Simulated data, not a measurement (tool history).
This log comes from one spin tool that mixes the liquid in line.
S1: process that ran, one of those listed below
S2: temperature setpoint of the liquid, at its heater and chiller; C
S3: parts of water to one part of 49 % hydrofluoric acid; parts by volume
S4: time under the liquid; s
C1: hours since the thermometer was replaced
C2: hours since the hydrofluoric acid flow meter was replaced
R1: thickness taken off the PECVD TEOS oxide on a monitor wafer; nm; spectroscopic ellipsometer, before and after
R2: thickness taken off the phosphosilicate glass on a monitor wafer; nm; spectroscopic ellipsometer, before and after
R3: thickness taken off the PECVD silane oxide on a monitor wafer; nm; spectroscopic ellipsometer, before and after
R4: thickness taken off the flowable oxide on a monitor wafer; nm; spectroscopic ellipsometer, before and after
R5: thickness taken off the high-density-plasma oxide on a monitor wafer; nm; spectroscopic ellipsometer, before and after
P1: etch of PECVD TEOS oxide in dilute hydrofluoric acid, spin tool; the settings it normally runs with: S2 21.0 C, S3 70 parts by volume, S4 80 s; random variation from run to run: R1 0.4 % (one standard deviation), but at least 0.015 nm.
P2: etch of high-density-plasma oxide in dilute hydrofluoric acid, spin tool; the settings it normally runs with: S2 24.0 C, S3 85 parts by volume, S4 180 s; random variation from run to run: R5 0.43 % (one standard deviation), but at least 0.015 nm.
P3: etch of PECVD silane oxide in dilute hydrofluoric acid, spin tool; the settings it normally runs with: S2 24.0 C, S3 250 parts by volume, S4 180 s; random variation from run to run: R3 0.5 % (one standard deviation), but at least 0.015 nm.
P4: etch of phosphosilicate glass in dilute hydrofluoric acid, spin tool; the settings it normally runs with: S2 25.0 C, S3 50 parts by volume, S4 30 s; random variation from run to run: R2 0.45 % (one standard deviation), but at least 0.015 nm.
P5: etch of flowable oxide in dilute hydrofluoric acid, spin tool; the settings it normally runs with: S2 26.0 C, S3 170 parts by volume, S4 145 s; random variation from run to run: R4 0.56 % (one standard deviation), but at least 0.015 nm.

run 1 hour=6.8 | S1=P1 S2=21.0 S3=70 S4=80 | C1=1729.8 C2=1260.2 | R1=15.7620
run 2 hour=13.9 | S1=P4 S2=25.0 S3=50 S4=30 | C1=1736.9 C2=1267.3 | R2=130.01
run 3 hour=19.2 | S1=P1 S2=21.0 S3=70 S4=80 | C1=1742.2 C2=1272.6 | R1=15.6030
run 4 hour=27.6 | S1=P4 S2=25.0 S3=20 S4=30 | C1=1750.6 C2=1281.0 | R2=337.00
run 5 hour=31.9 | S1=P3 S2=24.0 S3=45 S4=180 | C1=1754.9 C2=1285.3 | R3=93.011
run 6 hour=36.9 | S1=P5 S2=26.0 S3=170 S4=265 | C1=1759.9 C2=1290.3 | R4=73.446
run 7 hour=45.1 | S1=P5 S2=26.0 S3=170 S4=145 | C1=1768.1 C2=1298.5 | R4=40.234
run 8 hour=52.3 | S1=P1 S2=21.0 S3=100 S4=25 | C1=1775.3 C2=1305.7 | R1=3.2925
run 9 hour=57.6 | S1=P1 S2=21.0 S3=125 S4=115 | C1=1780.6 C2=1311.0 | R1=11.9660
run 10 hour=64.1 | S1=P2 S2=24.0 S3=85 S4=275 | C1=1787.1 C2=1317.5 | R5=28.534
run 11 hour=70.5 | S1=P3 S2=24.0 S3=250 S4=355 | C1=1793.5 C2=1323.9 | R3=26.034
run 12 hour=78.8 | S1=P1 S2=21.0 S3=35 S4=80 | C1=1801.8 C2=1332.2 | R1=32.9240
run 13 hour=86.4 | S1=P2 S2=17.0 S3=85 S4=180 | C1=1809.4 C2=1339.8 | R5=13.890
run 14 hour=95.3 | S1=P3 S2=20.0 S3=250 S4=180 | C1=1818.3 C2=1348.7 | R3=11.508
run 15 hour=100.7 | S1=P1 S2=27.0 S3=70 S4=80 | C1=1823.7 C2=1354.1 | R1=19.9260
run 16 hour=109.1 | S1=P3 S2=24.0 S3=250 S4=180 | C1=1832.1 C2=1362.5 | R3=13.322
run 17 hour=116.8 | S1=P2 S2=24.0 S3=85 S4=180 | C1=1839.8 C2=1370.2 | R5=18.586
run 18 hour=124.4 | S1=P5 S2=31.5 S3=170 S4=145 | C1=1847.4 C2=1377.8 | R4=48.351
run 19 hour=131.4 | S1=P4 S2=33.5 S3=50 S4=30 | C1=1854.4 C2=1384.8 | R2=183.39
run 20 hour=137.9 | S1=P1 S2=21.0 S3=125 S4=80 | C1=1860.9 C2=1391.3 | R1=8.3068
run 21 hour=146.7 | S1=P1 S2=17.0 S3=70 S4=80 | C1=1869.7 C2=1400.1 | R1=13.3590
run 22 hour=155.2 | S1=P1 S2=21.0 S3=70 S4=80 | C1=1878.2 C2=1408.6 | R1=15.6800
run 23 hour=163.2 | S1=P5 S2=26.0 S3=295 S4=145 | C1=1886.2 C2=1416.6 | R4=20.075
run 24 hour=171.0 | S1=P2 S2=24.0 S3=135 S4=180 | C1=1894.0 C2=1424.4 | R5=11.017
run 25 hour=175.1 | S1=P1 S2=21.0 S3=70 S4=80 | C1=1898.1 C2=1428.5 | R1=15.7390
run 26 hour=180.5 | S1=P1 S2=21.0 S3=70 S4=125 | C1=1903.5 C2=1433.9 | R1=24.5380
run 27 hour=187.2 | S1=P1 S2=21.0 S3=70 S4=15 | C1=1910.2 C2=1440.6 | R1=2.9667
run 28 hour=193.1 | S1=P4 S2=25.0 S3=50 S4=50 | C1=1916.1 C2=1446.5 | R2=218.11
run 29 hour=202.2 | S1=P1 S2=21.0 S3=70 S4=80 | C1=1925.2 C2=1455.6 | R1=15.7640
run 30 hour=210.8 | S1=P1 S2=21.0 S3=70 S4=80 | C1=1933.8 C2=1464.2 | R1=16.3070
run 31 hour=216.1 | S1=P1 S2=21.0 S3=70 S4=80 | C1=1939.1 C2=1469.5 | R1=16.4760
run 32 hour=222.5 | S1=P1 S2=21.0 S3=70 S4=80 | C1=1945.5 C2=1475.9 | R1=16.8150
run 33 hour=229.5 | S1=P1 S2=21.0 S3=70 S4=80 | C1=1952.5 C2=1482.9 | R1=16.9640
run 34 hour=234.6 | S1=P1 S2=21.0 S3=70 S4=80 | C1=1957.6 C2=1488.0 | R1=16.9630
run 35 hour=242.3 | S1=P1 S2=21.0 S3=70 S4=80 | C1=1965.3 C2=1495.7 | R1=16.9840
run 36 hour=248.9 | S1=P1 S2=21.0 S3=70 S4=80 | C1=1971.9 C2=1502.3 | R1=17.1730
run 37 hour=255.7 | S1=P1 S2=21.0 S3=70 S4=80 | C1=1978.7 C2=1509.1 | R1=17.2420
run 38 hour=260.4 | S1=P1 S2=21.0 S3=70 S4=80 | C1=1983.4 C2=1513.8 | R1=17.2440
run 39 hour=268.1 | S1=P1 S2=21.0 S3=70 S4=80 | C1=1991.1 C2=1521.5 | R1=17.2750
run 40 hour=277.4 | S1=P1 S2=21.0 S3=70 S4=80 | C1=2000.4 C2=1530.8 | R1=17.1320

What P1 gives has crept away from where it was. These 2 causes fit the log equally well, each at the size given:
A: liquid hotter than its thermometer reads (K) = 2.19
B: hydrofluoric acid flow above the setpoint (%) = 8.67
Onset of the creep was near hour 202.2.

Below are 4 check runs, each averaged over 2 wafers, with their results shown as question marks. Which of them would give clearly different results depending on which cause is behind the drift?
run check 1 hour=286.7 | S1=P5 S2=26.0 S3=285 S4=260 | R4=?
run check 2 hour=286.7 | S1=P4 S2=25.0 S3=20 S4=30 | R2=?
run check 3 hour=286.7 | S1=P2 S2=17.5 S3=85 S4=180 | R5=?
run check 4 hour=286.7 | S1=P3 S2=24.0 S3=50 S4=355 | R3=?

Predicted outcomes, by check and by cause:
check=check_1 result=R4 if_A=40.589 if_B=41.948
check=check_2 result=R2 if_A=371.70 if_B=369.68
check=check_3 result=R5 if_A=15.512 if_B=15.489
check=check_4 result=R3 if_A=180.300 if_B=180.140
Per check, the gap between the least separated pair of causes, taken in the result that splits them most: check 1 3.3 %; check 2 0.54 %; check 3 0.15 %; check 4 0.09 %
Of the check runs offered, only check 1 discriminates between the causes; the rest would read about the same regardless of which cause applies.

The results of check 1 are: R4 42.041 nm. Based on these, which of the listed causes is it?

The cause is B: hydrofluoric acid flow above the setpoint (%).
